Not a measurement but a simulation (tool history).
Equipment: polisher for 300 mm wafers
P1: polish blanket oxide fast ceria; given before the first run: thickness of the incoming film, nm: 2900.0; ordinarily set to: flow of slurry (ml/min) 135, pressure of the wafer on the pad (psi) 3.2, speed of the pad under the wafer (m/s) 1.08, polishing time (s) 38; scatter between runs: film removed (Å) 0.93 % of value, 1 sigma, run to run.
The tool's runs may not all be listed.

run	hour	flow of slurry (ml/min)	pressure of the wafer on the pad (psi)	speed of the pad under the wafer (m/s)	polishing time (s)	film removed (Å)
1	5.1	135	3.2	1.08	38	6215.2
2	8	135	3.2	1.08	38	6274.9
3	13.6	135	3.2	1.08	22	3675.9
4	16.9	205	3.2	1.08	38	6593.3
5	20	135	3.2	1.08	38	6276.7
6	22.6	135	3.2	1.08	38	6153.9
7	27.7	135	4.4	1.08	38	8423.5
8	32.7	135	3.2	1.08	51	8310.6
9	37.1	135	3.2	1.08	38	6189.2
10	42	80	3.2	1.08	47	6832.2
11	45.8	135	3.2	0.5	38	2839.1
12	51.4	135	1.5	1.08	38	2932.2
13	54.1	135	3.2	1.08	38	6196.2
14	58.3	135	3.2	1.46	38	8430.3
15	61.2	80	3.2	1.08	38	5499.7
16	64.6	135	3.2	1.08	38	6226.3
17	69.7	135	3.2	1.08	38	5916
18	72.2	135	3.2	1.08	38	5964.9
# hour 77.3: worn pad replaced by a new one
19	77.4	135	3.2	1.08	38	5826.6
20	81.4	135	3.2	1.08	38	5755.8
21	86.5	135	3.2	1.08	38	5705.1
22	91.2	135	3.2	1.08	38	5603.9
23	96.2	135	3.2	1.08	38	5675.8

P1 no longer gives what it gave before; its output has crept away from where it was. The following 2 causes, each at its listed size, fit the log equally well:
A: head's pressure below its setpoint, % = 8.97
B: slurry flow missing at the pad, % = 33.3
The drift started at roughly hour 64.6.
The rest of the possible causes, and what rules out each one:
removal rate lost through wear of the pad, %: its service at hour 77.3 followed the start of the drift and did not put the process back to its old value

You are offered 4 check runs, listed below with question marks in place of their results; each one averages 3 wafers. Which run separates the listed causes by giving clearly different results for each?
check 1	101.2	135	1.6	1.08	38	?
check 2	101.2	135	2.5	1.08	38	?
check 3	101.2	135	3.2	0.78	38	?
check 4	101.2	90	3.2	1.08	38	?

Expected result of each check under each candidate cause:
check	result	if A	if B
check 1	film removed (Å)	2826.9	2827.3
check 2	film removed (Å)	4417.1	4417.6
check 3	film removed (Å)	4083.3	4083.8
check 4	film removed (Å)	5146.6	4948.4
Distance between the nearest two causes, measured in the result of the check that separates them most: check 1 0.01 %; check 2 0.01 %; check 3 0.01 %; check 4 3.93 %
Check 4 is the one run that separates the causes; every other check would come out nearly the same whichever cause is at work.

Check 4 has now been run. It gave: film removed (Å) 5179.3. Which of the candidate causes is it?

It was cause A: head's pressure below its setpoint, %.

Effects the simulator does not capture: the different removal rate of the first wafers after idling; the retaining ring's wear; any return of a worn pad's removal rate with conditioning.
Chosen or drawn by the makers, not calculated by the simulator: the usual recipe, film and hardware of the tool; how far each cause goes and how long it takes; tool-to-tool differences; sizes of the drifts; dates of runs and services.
